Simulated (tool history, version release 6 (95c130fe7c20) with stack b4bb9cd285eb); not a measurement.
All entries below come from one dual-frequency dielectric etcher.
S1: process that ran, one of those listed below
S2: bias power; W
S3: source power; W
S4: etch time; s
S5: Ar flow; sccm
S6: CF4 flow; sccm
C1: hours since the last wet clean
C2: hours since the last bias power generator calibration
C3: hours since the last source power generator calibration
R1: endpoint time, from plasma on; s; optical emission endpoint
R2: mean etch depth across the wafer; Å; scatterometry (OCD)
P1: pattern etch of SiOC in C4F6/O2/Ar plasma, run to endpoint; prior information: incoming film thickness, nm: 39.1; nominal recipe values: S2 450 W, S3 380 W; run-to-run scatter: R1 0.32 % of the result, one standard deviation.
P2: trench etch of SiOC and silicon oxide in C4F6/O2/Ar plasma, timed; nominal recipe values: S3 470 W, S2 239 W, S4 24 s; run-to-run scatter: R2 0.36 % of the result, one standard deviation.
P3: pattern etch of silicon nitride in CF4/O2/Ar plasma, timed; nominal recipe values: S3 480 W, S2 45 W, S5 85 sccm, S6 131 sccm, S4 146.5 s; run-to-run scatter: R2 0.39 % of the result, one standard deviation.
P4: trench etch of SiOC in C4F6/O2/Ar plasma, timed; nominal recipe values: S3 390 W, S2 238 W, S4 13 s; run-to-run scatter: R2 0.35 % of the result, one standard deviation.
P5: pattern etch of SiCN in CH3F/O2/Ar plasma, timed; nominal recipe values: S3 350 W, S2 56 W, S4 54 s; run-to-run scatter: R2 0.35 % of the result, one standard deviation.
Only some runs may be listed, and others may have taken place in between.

Run 1, day 0.117: S1 P1, S2 450 W, S3 380 W; C1 100.1; C2 1059.9; C3 1298.8. Result: R1 14.166 s.
Run 2, day 0.25: S1 P1, S2 450 W, S3 260 W; C1 103.3; C2 1063.1; C3 1302. Result: R1 16.322 s.
Run 3, day 0.446: S1 P5, S2 56 W, S3 350 W, S4 29.5 s; C1 108; C2 1067.8; C3 1306.7. Result: R2 94.953 Å.
Run 4, day 0.588: S1 P3, S2 45 W, S3 480 W, S4 146.5 s, S5 85 sccm, S6 184 sccm; C1 111.4; C2 1071.2; C3 1310.1. Result: R2 2749.7 Å.
At day 0.725: wet clean of the chamber.
Run 5, day 0.821: S1 P1, S2 450 W, S3 380 W; C1 2.3; C2 1076.8; C3 1315.7. Result: R1 14.159 s.
Run 6, day 0.971: S1 P3, S2 45 W, S3 480 W, S4 206.5 s, S5 85 sccm, S6 131 sccm; C1 5.9; C2 1080.4; C3 1319.3. Result: R2 3760.7 Å.
Run 7, day 1.138: S1 P4, S2 238 W, S3 390 W, S4 13 s; C1 9.9; C2 1084.4; C3 1323.3. Result: R2 282.92 Å.
Run 8, day 1.354: S1 P3, S2 45 W, S3 480 W, S4 146.5 s, S5 85 sccm, S6 131 sccm; C1 15.1; C2 1089.6; C3 1328.5. Result: R2 2669.1 Å.
Run 9, day 1.588: S1 P3, S2 45 W, S3 480 W, S4 146.5 s, S5 56 sccm, S6 131 sccm; C1 20.7; C2 1095.2; C3 1334.1. Result: R2 2776 Å.
Run 10, day 1.788: S1 P2, S2 149 W, S3 470 W, S4 24 s; C1 25.5; C2 1100; C3 1338.9. Result: R2 493.39 Å.
Run 11, day 1.983: S1 P1, S2 450 W, S3 510 W; C1 30.2; C2 1104.7; C3 1343.6. Result: R1 12.687 s.
Run 12, day 2.167: S1 P1, S2 450 W, S3 380 W; C1 34.6; C2 1109.1; C3 1348. Result: R1 14.119 s.
Run 13, day 2.304: S1 P5, S2 37 W, S3 350 W, S4 54 s; C1 37.9; C2 1112.4; C3 1351.3. Result: R2 151.87 Å.
Run 14, day 2.525: S1 P1, S2 272 W, S3 380 W; C1 43.2; C2 1117.7; C3 1356.6. Result: R1 16.841 s.
Run 15, day 2.746: S1 P4, S2 304 W, S3 390 W, S4 13 s; C1 48.5; C2 1123; C3 1361.9. Result: R2 311.38 Å.
Run 16, day 2.862: S1 P2, S2 239 W, S3 470 W, S4 17 s; C1 51.3; C2 1125.8; C3 1364.7. Result: R2 403.82 Å.
Run 17, day 3.012: S1 P1, S2 568 W, S3 380 W; C1 54.9; C2 1129.4; C3 1368.3. Result: R1 12.969 s.
Run 18, day 3.162: S1 P1, S2 580 W, S3 290 W; C1 58.5; C2 1133; C3 1371.9. Result: R1 14.209 s.
Run 19, day 3.308: S1 P2, S2 239 W, S3 600 W, S4 24 s; C1 62; C2 1136.5; C3 1375.4. Result: R2 626.72 Å.
Run 20, day 3.533: S1 P3, S2 45 W, S3 480 W, S4 146.5 s, S5 85 sccm, S6 131 sccm; C1 67.4; C2 1141.9; C3 1380.8. Result: R2 2656.9 Å.
Run 21, day 3.738: S1 P2, S2 239 W, S3 470 W, S4 24 s; C1 72.3; C2 1146.8; C3 1385.7. Result: R2 575.39 Å.
Run 22, day 3.879: S1 P1, S2 450 W, S3 380 W; C1 75.7; C2 1150.2; C3 1389.1. Result: R1 14.159 s.
Run 23, day 4.054: S1 P4, S2 238 W, S3 540 W, S4 13 s; C1 79.9; C2 1154.4; C3 1393.3. Result: R2 322.52 Å.
Run 24, day 4.267: S1 P5, S2 56 W, S3 350 W, S4 54 s; C1 85; C2 1159.5; C3 1398.4. Result: R2 173.95 Å.
Run 25, day 4.446: S1 P4, S2 238 W, S3 390 W, S4 9 s; C1 89.3; C2 1163.8; C3 1402.7. Result: R2 196.86 Å.
Run 26, day 4.638: S1 P3, S2 32 W, S3 480 W, S4 146.5 s, S5 85 sccm, S6 131 sccm; C1 93.9; C2 1168.4; C3 1407.3. Result: R2 2386.7 Å.
Run 27, day 4.804: S1 P1, S2 450 W, S3 380 W; C1 97.9; C2 1172.4; C3 1411.3. Result: R1 14.277 s.
Run 28, day 4.938: S1 P2, S2 239 W, S3 470 W, S4 24 s; C1 101.1; C2 1175.6; C3 1414.5. Result: R2 571.67 Å.
Run 29, day 5.133: S1 P1, S2 450 W, S3 380 W; C1 105.8; C2 1180.3; C3 1419.2. Result: R1 14.185 s.
Run 30, day 5.275: S1 P5, S2 56 W, S3 240 W, S4 54 s; C1 109.2; C2 1183.7; C3 1422.6. Result: R2 150.32 Å.

Predict the results of run 31:
Run 31, day 5.425: S1 P3, S2 45 W, S3 390 W, S4 146.5 s, S5 85 sccm, S6 131 sccm; C1 112.8; C2 1187.3; C3 1426.2. Result: R2 ?.

{"run 31": {"R2": 2208.4}}
